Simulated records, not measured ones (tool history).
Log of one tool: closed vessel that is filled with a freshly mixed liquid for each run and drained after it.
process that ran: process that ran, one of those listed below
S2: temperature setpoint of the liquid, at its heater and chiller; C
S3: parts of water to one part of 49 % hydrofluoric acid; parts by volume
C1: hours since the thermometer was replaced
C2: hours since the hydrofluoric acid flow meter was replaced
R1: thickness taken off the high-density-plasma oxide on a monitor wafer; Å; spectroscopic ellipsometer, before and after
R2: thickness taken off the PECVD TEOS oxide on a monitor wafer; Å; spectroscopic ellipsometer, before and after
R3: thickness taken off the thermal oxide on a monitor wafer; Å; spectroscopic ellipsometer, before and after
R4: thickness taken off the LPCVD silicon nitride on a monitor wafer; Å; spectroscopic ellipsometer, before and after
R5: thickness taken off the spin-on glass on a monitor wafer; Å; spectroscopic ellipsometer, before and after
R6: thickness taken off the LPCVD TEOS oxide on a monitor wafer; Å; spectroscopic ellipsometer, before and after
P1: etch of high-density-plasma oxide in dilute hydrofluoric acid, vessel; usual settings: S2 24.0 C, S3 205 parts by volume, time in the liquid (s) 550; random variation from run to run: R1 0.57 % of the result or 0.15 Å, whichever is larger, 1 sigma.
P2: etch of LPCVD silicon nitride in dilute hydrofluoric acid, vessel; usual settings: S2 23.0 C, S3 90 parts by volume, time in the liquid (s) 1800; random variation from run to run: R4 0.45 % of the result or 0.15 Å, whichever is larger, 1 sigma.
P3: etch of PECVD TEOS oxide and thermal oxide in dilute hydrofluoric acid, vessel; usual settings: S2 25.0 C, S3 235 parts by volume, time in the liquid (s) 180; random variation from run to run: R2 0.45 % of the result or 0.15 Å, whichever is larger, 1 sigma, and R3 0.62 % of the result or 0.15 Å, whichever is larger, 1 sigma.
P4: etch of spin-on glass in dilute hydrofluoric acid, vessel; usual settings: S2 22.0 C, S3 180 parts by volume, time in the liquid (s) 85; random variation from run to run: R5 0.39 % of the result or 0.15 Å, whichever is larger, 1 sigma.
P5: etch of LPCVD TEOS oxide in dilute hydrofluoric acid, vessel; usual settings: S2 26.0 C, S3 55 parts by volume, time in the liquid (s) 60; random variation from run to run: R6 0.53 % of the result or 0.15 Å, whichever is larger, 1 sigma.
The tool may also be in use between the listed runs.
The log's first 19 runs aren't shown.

run 20 hour=63.6 | process_that_ran=P5 S2=26.0 S3=55 time_in_the_liquid_(s)=60 | C1=25.5 C2=165.5 | R6=274.11
run 21 hour=67.3 | process_that_ran=P2 S2=23.0 S3=25 time_in_the_liquid_(s)=1800 | C1=29.2 C2=169.2 | R4=294.340
run 22 hour=69.8 | process_that_ran=P1 S2=24.0 S3=205 time_in_the_liquid_(s)=835 | C1=31.7 C2=171.7 | R1=184.090
run 23 hour=72.4 | process_that_ran=P4 S2=22.0 S3=180 time_in_the_liquid_(s)=85 | C1=34.3 C2=174.3 | R5=125.45
run 24 hour=75.2 | process_that_ran=P1 S2=17.0 S3=205 time_in_the_liquid_(s)=105 | C1=37.1 C2=177.1 | R1=17.989
run 25 hour=78.6 | process_that_ran=P4 S2=22.0 S3=180 time_in_the_liquid_(s)=135 | C1=40.5 C2=180.5 | R5=198.18
run 26 hour=82.5 | process_that_ran=P3 S2=25.0 S3=350 time_in_the_liquid_(s)=180 | C1=44.4 C2=184.4 | R2=76.283 R3=20.431
run 27 hour=85.8 | process_that_ran=P2 S2=23.0 S3=90 time_in_the_liquid_(s)=1800 | C1=47.7 C2=187.7 | R4=83.333
run 28 hour=89.7 | process_that_ran=P5 S2=26.0 S3=105 time_in_the_liquid_(s)=60 | C1=51.6 C2=191.6 | R6=134.91
run 29 hour=91.8 | process_that_ran=P2 S2=17.0 S3=90 time_in_the_liquid_(s)=1800 | C1=53.7 C2=193.7 | R4=55.753
run 30 hour=95.4 | process_that_ran=P1 S2=24.0 S3=205 time_in_the_liquid_(s)=550 | C1=57.3 C2=197.3 | R1=121.800
run 31 hour=97.5 | process_that_ran=P5 S2=26.0 S3=55 time_in_the_liquid_(s)=30 | C1=59.4 C2=199.4 | R6=136.77
run 32 hour=101.8 | process_that_ran=P1 S2=24.0 S3=205 time_in_the_liquid_(s)=550 | C1=63.7 C2=203.7 | R1=121.870
run 33 hour=105.6 | process_that_ran=P1 S2=24.0 S3=205 time_in_the_liquid_(s)=550 | C1=67.5 C2=207.5 | R1=122.030
run 34 hour=109.8 | process_that_ran=P1 S2=24.0 S3=205 time_in_the_liquid_(s)=550 | C1=71.7 C2=211.7 | R1=115.270
run 35 hour=113.6 | process_that_ran=P1 S2=24.0 S3=205 time_in_the_liquid_(s)=550 | C1=75.5 C2=215.5 | R1=114.060
run 36 hour=116.6 | process_that_ran=P1 S2=24.0 S3=205 time_in_the_liquid_(s)=550 | C1=78.5 C2=218.5 | R1=112.910

Forecast run 37:
run 37 hour=119.0 | process_that_ran=P1 S2=24.0 S3=205 time_in_the_liquid_(s)=550 | C1=80.9 C2=220.9 | R1=?

Run 37 gave R1 113.380 Å.
